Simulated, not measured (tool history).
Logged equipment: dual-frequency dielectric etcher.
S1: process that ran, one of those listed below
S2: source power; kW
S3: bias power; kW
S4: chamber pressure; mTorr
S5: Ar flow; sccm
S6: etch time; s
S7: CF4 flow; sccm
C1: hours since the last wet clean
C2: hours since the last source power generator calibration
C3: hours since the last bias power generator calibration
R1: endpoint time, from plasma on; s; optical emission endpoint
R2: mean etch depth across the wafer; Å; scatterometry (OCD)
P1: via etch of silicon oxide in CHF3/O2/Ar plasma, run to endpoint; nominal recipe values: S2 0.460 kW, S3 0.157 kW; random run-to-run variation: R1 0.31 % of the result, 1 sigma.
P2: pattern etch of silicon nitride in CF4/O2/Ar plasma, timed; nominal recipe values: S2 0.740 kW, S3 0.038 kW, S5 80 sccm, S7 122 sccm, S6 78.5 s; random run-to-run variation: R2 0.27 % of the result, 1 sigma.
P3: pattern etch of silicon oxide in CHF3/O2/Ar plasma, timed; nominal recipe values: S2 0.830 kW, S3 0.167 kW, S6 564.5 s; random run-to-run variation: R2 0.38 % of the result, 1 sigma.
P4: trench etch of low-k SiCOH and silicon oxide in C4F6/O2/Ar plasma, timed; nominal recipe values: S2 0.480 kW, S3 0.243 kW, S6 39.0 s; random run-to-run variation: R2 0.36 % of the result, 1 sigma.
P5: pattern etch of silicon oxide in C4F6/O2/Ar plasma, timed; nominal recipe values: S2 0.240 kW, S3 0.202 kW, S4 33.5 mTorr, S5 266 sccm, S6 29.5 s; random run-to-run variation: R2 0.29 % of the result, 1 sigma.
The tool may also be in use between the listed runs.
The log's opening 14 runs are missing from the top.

run    day  S1     S2     S3    S4   S5     S6   S7     C1      C2      C3      R1        R2
 15  4.067  P5  0.240  0.202  33.5  266   20.5       293.5  2295.5  1329.5            575.97
 16  4.275  P4  0.290  0.243              39.0       298.5  2300.5  1334.5           1245.70
 17  4.604  P3  0.830  0.167             564.5       306.4  2308.4  1342.4          12224.00
 18  4.771  P2  1.040  0.038         80   78.5  122  310.4  2312.4  1346.4           2762.00
 19  4.988  P5  0.240  0.202  33.5  266   29.5       315.6  2317.6  1351.6            826.95
 20  5.179  P3  0.830  0.167             337.5       320.2  2322.2  1356.2           7269.90
 21  5.358  P1  0.460  0.093                         324.5  2326.5  1360.5  452.99
 22  5.654  P5  0.240  0.202  33.5  345   29.5       331.6  2333.6  1367.6            803.10
 23  5.988  P1  0.460  0.196                         339.6  2341.6  1375.6  353.67
 24  6.367  P1  0.340  0.212                         348.7  2350.7  1384.7  388.53
 25  6.688  P5  0.170  0.202  33.5  266   29.5       356.4  2358.4  1392.4            722.53
 26  7.004  P1  0.460  0.157                         364.0  2366.0  1400.0  383.48
 27  7.217  P2  0.740  0.038         80   78.5   98  369.1  2371.1  1405.1           1986.60
 28  7.462  P4  0.480  0.243              39.0       375.0  2377.0  1411.0           1513.00
 29  7.792  P3  1.040  0.167             564.5       382.9  2384.9  1418.9          13226.00
 30  8.046  P2  0.740  0.024         80   78.5  122  389.0  2391.0  1425.0           1771.30
 31  8.258  P1  0.460  0.157                         394.1  2396.1  1430.1  381.79
 32  8.592  P2  0.740  0.038        105   78.5  122  402.1  2404.1  1438.1           1980.30
 33  8.883  P2  0.740  0.038         80   78.5  122  409.1  2411.1  1445.1           2038.50

Expected results for the next run?
 34  9.246  P1  0.460  0.157                  417.8  2419.8  1453.8   ?

R1: 384.32 s

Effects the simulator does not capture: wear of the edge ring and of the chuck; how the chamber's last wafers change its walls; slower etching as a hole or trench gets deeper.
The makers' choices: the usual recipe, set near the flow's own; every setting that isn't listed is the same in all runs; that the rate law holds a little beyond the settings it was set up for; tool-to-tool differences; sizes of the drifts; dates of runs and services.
